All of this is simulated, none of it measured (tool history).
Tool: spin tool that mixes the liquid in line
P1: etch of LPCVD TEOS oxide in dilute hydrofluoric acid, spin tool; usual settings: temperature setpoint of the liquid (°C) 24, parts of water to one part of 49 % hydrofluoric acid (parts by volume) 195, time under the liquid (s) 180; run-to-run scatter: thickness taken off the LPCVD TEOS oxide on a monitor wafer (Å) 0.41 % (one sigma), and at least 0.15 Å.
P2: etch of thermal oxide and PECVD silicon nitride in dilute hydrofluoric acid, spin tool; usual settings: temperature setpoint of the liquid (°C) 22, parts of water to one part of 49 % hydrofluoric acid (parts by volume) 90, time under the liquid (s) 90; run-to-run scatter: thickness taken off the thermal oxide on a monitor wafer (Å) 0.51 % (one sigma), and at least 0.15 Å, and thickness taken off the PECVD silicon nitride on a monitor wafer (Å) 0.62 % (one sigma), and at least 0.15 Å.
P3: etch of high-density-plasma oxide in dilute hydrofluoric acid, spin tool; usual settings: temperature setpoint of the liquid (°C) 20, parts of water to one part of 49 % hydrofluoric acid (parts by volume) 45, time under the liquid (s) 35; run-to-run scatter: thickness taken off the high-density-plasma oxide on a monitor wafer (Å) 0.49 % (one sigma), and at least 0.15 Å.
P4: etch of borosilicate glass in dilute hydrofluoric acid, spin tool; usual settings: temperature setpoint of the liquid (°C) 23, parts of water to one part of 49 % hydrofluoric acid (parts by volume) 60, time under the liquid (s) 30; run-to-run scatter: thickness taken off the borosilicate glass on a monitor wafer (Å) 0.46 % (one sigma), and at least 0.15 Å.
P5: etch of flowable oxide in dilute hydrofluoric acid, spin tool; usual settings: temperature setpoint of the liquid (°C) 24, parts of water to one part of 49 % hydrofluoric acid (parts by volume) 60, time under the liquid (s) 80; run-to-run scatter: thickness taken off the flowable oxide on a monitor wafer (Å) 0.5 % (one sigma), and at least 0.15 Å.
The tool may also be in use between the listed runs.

run   hour  process that ran  temperature setpoint of the liquid (°C)  parts of water to one part of 49 % hydrofluoric acid (parts by volume)  time under the liquid (s)  hours since the thermometer was replaced  hours since the hydrofluoric acid flow meter was replaced  thickness taken off the LPCVD TEOS oxide on a monitor wafer (Å)  thickness taken off the thermal oxide on a monitor wafer (Å)  thickness taken off the PECVD silicon nitride on a monitor wafer (Å)  thickness taken off the borosilicate glass on a monitor wafer (Å)  thickness taken off the flowable oxide on a monitor wafer (Å)  thickness taken off the high-density-plasma oxide on a monitor wafer (Å)
  1    7.7                P1                                       24                                                                     195                        180                                      1732                                                     1028.7                                                           334.67
  2   22.3                P2                                       22                                                                      90                         90                                    1746.6                                                     1043.3                                                                                                                         44.457                                                                37.919
  3   35.8                P1                                       24                                                                     195                        180                                    1760.1                                                     1056.8                                                           334.19
  4   50.6                P1                                       24                                                                     195                        180                                    1774.9                                                     1071.6                                                           334.71
  5   65.2                P1                                     28.5                                                                     195                         15                                    1789.5                                                     1086.2                                                           32.542
  6   80.6                P4                                     30.5                                                                      60                         30                                    1804.9                                                     1101.6                                                                                                                                                                                                                                                                  337.99
  7   93.2                P1                                       24                                                                     195                        305                                    1817.5                                                     1114.2                                                           565.65
  8  101.9                P5                                       24                                                                      60                         80                                    1826.2                                                     1122.9                                                                                                                                                                                                                                                                                                                                 537.32
  9  116.6                P3                                       20                                                                      45                         60                                    1840.9                                                     1137.6                                                                                                                                                                                                                                                                                                                                                                                                           115.02
 10  130.5                P5                                       24                                                                      85                         80                                    1854.8                                                     1151.5                                                                                                                                                                                                                                                                                                                                 363.59
 11  141.1                P1                                       24                                                                     195                        180                                    1865.4                                                     1162.1                                                           332.83
 12  151.3                P1                                       24                                                                     275                        105                                    1875.6                                                     1172.3                                                           126.59
 13  160.9                P4                                       23                                                                      60                         15                                    1885.2                                                     1181.9                                                                                                                                                                                                                                                                  126.15
 14  178.1                P1                                       32                                                                     195                        180                                    1902.4                                                     1199.1                                                           441.45
 15  185.6                P4                                       23                                                                      60                         30                                    1909.9                                                     1206.6                                                                                                                                                                                                                                                                  253.52
 16  195.9                P1                                       24                                                                     100                        180                                    1920.2                                                     1216.9                                                           725.92
 17  204.2                P2                                     28.5                                                                      90                         90                                    1928.5                                                     1225.2                                                                                                                         57.107                                                                57.687
 18  219.1                P1                                       24                                                                     280                        180                                    1943.4                                                     1240.1                                                           213.55
 19  236.4                P5                                       24                                                                      60                         15                                    1960.7                                                     1257.4                                                                                                                                                                                                                                                                                                                                 99.371
     238.3  -- hydrofluoric acid flow meter replaced
 20  250.6                P1                                       24                                                                     195                        180                                    1974.9                                                       12.4                                                           332.49
 21  260.6                P2                                       22                                                                      90                        175                                    1984.9                                                       22.4                                                                                                                         86.922                                                                74.205
 22  273.3                P1                                       20                                                                     195                        180                                    1997.6                                                       35.1                                                           288.17
 23  287.1                P3                                       20                                                                      80                         35                                    2011.4                                                       48.9                                                                                                                                                                                                                                                                                                                                                                                                           36.049
 24  303.2                P3                                       17                                                                      45                         35                                    2027.5                                                         65                                                                                                                                                                                                                                                                                                                                                                                                           58.868
 25  312.3                P5                                     29.5                                                                      60                         80                                    2036.6                                                       74.1                                                                                                                                                                                                                                                                                                                                 666.05
 26  326.7                P3                                       20                                                                      45                         35                                      2051                                                       88.5                                                                                                                                                                                                                                                                                                                                                                                                           67.015
 27  342.5                P2                                       22                                                                      20                         90                                    2066.8                                                      104.3                                                                                                                         217.34                                                                 163.6
 28  356.6                P1                                       24                                                                     195                         20                                    2080.9                                                      118.4                                                           37.274
 29  369.4                P4                                       23                                                                      95                         30                                    2093.7                                                      131.2                                                                                                                                                                                                                                                                   152.8
 30  380.1                P1                                       24                                                                     195                        180                                    2104.4                                                      141.9                                                           333.47
 31  390.7                P1                                       24                                                                     195                        180                                      2115                                                      152.5                                                           330.41
 32  399.1                P1                                       24                                                                     195                        180                                    2123.4                                                      160.9                                                           328.57
 33  408.1                P1                                       24                                                                     195                        180                                    2132.4                                                      169.9                                                           322.58
 34    416                P1                                       24                                                                     195                        180                                    2140.3                                                      177.8                                                           319.98
 35  426.2                P1                                       24                                                                     195                        180                                    2150.5                                                        188                                                           318.52
 36  439.5                P1                                       24                                                                     195                        180                                    2163.8                                                      201.3                                                           315.79
 37  451.4                P1                                       24                                                                     195                        180                                    2175.7                                                      213.2                                                           315.71

What P1 gives has crept away from where it was. These 2 causes fit the log equally well, each at the size given:
A: hydrofluoric acid flow below the setpoint (%) = 4.31
B: liquid colder than its thermometer reads (K) = 1.44
The creep began at about hour 390.7.

4 check runs are offered, one wafer each, their results left as question marks. Which one tells the causes apart?
check 1  463.3                P5                                       24                                                                      85                         15                                                                                                                                                                                                                                                                                                                                                                                                                                           ?
check 2  463.3                P3                                       20                                                                      70                         35                                                                                                                                                                                                                                                                                                                                                                                                                                                                                                                     ?
check 3  463.3                P2                                       27                                                                      25                         90                                                                                                                                                                                                                                   ?                                                                     ?
check 4  463.3                P4                                       23                                                                      90                         30                                                                                                                                                                                                                                                                                                                                                                            ?

What each check would give under each cause:
  check                                                                    result    if A    if B
check 1             thickness taken off the flowable oxide on a monitor wafer (Å)  64.992  64.399
check 2  thickness taken off the high-density-plasma oxide on a monitor wafer (Å)  39.871  39.357
check 3              thickness taken off the thermal oxide on a monitor wafer (Å)  204.95  202.17
check 3      thickness taken off the PECVD silicon nitride on a monitor wafer (Å)  176.72   167.4
check 4         thickness taken off the borosilicate glass on a monitor wafer (Å)  153.84   152.4
How far apart the two closest causes lie, in the result that separates them most: check 1 0.92 %; check 2 1.3 %; check 3 5.42 %; check 4 0.94 %
Check 3 tells the causes apart: in the others they would give nearly the same result.

Check 3 was then run and gave: thickness taken off the thermal oxide on a monitor wafer (Å) 205.47; thickness taken off the PECVD silicon nitride on a monitor wafer (Å) 178.2. Which cause is it?

It is A: hydrofluoric acid flow below the setpoint (%).
